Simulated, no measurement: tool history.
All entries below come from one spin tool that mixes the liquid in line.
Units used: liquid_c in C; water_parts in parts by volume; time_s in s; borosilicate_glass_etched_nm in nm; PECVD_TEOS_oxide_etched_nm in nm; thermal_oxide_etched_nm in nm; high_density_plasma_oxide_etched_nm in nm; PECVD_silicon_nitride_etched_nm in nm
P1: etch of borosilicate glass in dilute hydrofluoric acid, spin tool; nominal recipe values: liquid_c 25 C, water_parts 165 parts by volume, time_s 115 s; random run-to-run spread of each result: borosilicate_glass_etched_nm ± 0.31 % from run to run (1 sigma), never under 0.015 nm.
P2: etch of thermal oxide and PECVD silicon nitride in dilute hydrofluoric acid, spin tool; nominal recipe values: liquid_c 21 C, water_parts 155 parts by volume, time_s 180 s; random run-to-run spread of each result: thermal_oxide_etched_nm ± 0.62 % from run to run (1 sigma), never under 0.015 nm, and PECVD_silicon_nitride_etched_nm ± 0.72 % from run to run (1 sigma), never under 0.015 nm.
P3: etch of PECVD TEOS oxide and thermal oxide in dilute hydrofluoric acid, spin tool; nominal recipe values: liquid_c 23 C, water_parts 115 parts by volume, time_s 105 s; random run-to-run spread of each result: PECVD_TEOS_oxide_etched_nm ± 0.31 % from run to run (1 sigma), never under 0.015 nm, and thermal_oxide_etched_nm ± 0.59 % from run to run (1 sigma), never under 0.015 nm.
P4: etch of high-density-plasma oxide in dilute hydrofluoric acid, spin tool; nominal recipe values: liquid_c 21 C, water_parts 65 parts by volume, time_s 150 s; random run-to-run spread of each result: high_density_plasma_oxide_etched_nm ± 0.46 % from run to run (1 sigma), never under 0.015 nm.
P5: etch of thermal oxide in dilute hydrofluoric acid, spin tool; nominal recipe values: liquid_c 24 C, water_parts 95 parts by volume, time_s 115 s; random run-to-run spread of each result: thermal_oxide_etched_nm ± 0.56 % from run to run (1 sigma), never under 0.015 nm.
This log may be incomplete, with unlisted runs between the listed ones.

| run | day | process | liquid_c | water_parts | time_s | hours since the thermometer was replaced | hours since the hydrofluoric acid flow meter was replaced | borosilicate_glass_etched_nm | PECVD_TEOS_oxide_etched_nm | thermal_oxide_etched_nm | high_density_plasma_oxide_etched_nm | PECVD_silicon_nitride_etched_nm |
|---|---|---|---|---|---|---|---|---|---|---|---|---|
| 1 | 0.162 | P1 | 25 | 165 | 115 | 912.2 | 279.3 | 19.115 |  |  |  |  |
| 2 | 0.321 | P1 | 20.5 | 165 | 115 | 916 | 283.1 | 16.171 |  |  |  |  |
| 3 | 0.417 | P1 | 25 | 165 | 115 | 918.3 | 285.4 | 19.235 |  |  |  |  |
| 4 | 0.538 | P3 | 23 | 115 | 205 | 921.2 | 288.3 |  | 29.081 | 8.1705 |  |  |
| 5 | 0.708 | P4 | 17 | 65 | 150 | 925.3 | 292.4 |  |  |  | 14.301 |  |
| 6 | 0.896 | P3 | 23 | 115 | 105 | 929.8 | 296.9 |  | 14.924 | 4.108 |  |  |
| 7 | 0.988 | P1 | 25 | 165 | 185 | 932 | 299.1 | 30.852 |  |  |  |  |
| 8 | 1.104 | P1 | 21 | 90 | 115 | 934.8 | 301.9 | 32.838 |  |  |  |  |
| 9 | 1.296 | P2 | 21 | 55 | 180 | 939.4 | 306.5 |  |  | 14.625 |  | 8.7961 |
| 10 | 1.404 | P4 | 21 | 25 | 150 | 942 | 309.1 |  |  |  | 46.687 |  |
| 11 | 1.5 | P5 | 17 | 95 | 115 | 944.3 | 311.4 |  |  | 4.53 |  |  |
| 12 | 1.671 | P1 | 25 | 165 | 55 | 948.4 | 315.5 | 9.2078 |  |  |  |  |
| 13 | 1.812 | P1 | 33 | 165 | 115 | 951.8 | 318.9 | 25.711 |  |  |  |  |
|  | 1.912 | hydrofluoric acid flow meter replaced |
| 14 | 1.962 | P2 | 21 | 155 | 180 | 955.4 | 1.2 |  |  | 4.5842 |  | 3.1502 |
| 15 | 2.1 | P4 | 21 | 65 | 150 | 958.7 | 4.5 |  |  |  | 17.15 |  |
| 16 | 2.246 | P2 | 17 | 155 | 180 | 962.2 | 8 |  |  | 3.9219 |  | 2.4208 |
| 17 | 2.412 | P2 | 21 | 155 | 330 | 966.2 | 12 |  |  | 8.513 |  | 5.7835 |
| 18 | 2.596 | P1 | 25 | 225 | 115 | 970.6 | 16.4 | 13.172 |  |  |  |  |
| 19 | 2.767 | P1 | 25 | 80 | 115 | 974.7 | 20.5 | 43.908 |  |  |  |  |
| 20 | 2.908 | P3 | 23 | 205 | 105 | 978.1 | 23.9 |  | 7.5866 | 2.1034 |  |  |
| 21 | 3.046 | P5 | 24 | 20 | 115 | 981.4 | 27.2 |  |  | 31.605 |  |  |
| 22 | 3.15 | P1 | 25 | 165 | 115 | 983.9 | 29.7 | 19.153 |  |  |  |  |
| 23 | 3.283 | P1 | 32 | 235 | 115 | 987.1 | 32.9 | 15.857 |  |  |  |  |
|  | 3.304 | thermometer replaced |
| 24 | 3.467 | P1 | 19 | 80 | 115 | 4 | 37.3 | 34.415 |  |  |  |  |
| 25 | 3.588 | P1 | 25 | 165 | 115 | 6.9 | 40.2 | 19.239 |  |  |  |  |
| 26 | 3.771 | P3 | 23 | 115 | 105 | 11.3 | 44.6 |  | 14.885 | 4.1328 |  |  |
| 27 | 3.9 | P4 | 21 | 65 | 150 | 14.4 | 47.7 |  |  |  | 17.129 |  |
| 28 | 4.004 | P5 | 24 | 95 | 25 | 16.9 | 50.2 |  |  | 1.3001 |  |  |
| 29 | 4.158 | P2 | 21 | 155 | 180 | 20.6 | 53.9 |  |  | 4.6235 |  | 3.1835 |
| 30 | 4.321 | P5 | 24 | 95 | 115 | 24.5 | 57.8 |  |  | 6.0688 |  |  |
| 31 | 4.421 | P4 | 21 | 65 | 15 | 26.9 | 60.2 |  |  |  | 1.7124 |  |
| 32 | 4.562 | P3 | 19 | 115 | 105 | 30.3 | 63.6 |  | 12.659 | 3.5403 |  |  |
| 33 | 4.75 | P1 | 25 | 165 | 115 | 34.8 | 68.1 | 19.176 |  |  |  |  |
| 34 | 4.871 | P1 | 25 | 165 | 115 | 37.7 | 71 | 19.153 |  |  |  |  |
| 35 | 5.029 | P1 | 25 | 165 | 115 | 41.5 | 74.8 | 19.758 |  |  |  |  |
| 36 | 5.204 | P1 | 25 | 165 | 115 | 45.7 | 79 | 19.939 |  |  |  |  |
| 37 | 5.354 | P1 | 25 | 165 | 115 | 49.3 | 82.6 | 20.274 |  |  |  |  |
| 38 | 5.521 | P1 | 25 | 165 | 115 | 53.3 | 86.6 | 20.324 |  |  |  |  |
| 39 | 5.679 | P1 | 25 | 165 | 115 | 57.1 | 90.4 | 20.37 |  |  |  |  |
| 40 | 5.788 | P1 | 25 | 165 | 115 | 59.7 | 93 | 20.465 |  |  |  |  |
| 41 | 5.904 | P1 | 25 | 165 | 115 | 62.5 | 95.8 | 20.34 |  |  |  |  |

What will run 42 give?
| 42 | 6.079 | P1 | 25 | 165 | 115 | 66.7 | 100 | ? |  |  |  |  |

{"run 42": {"borosilicate_glass_etched_nm": 20.45}}

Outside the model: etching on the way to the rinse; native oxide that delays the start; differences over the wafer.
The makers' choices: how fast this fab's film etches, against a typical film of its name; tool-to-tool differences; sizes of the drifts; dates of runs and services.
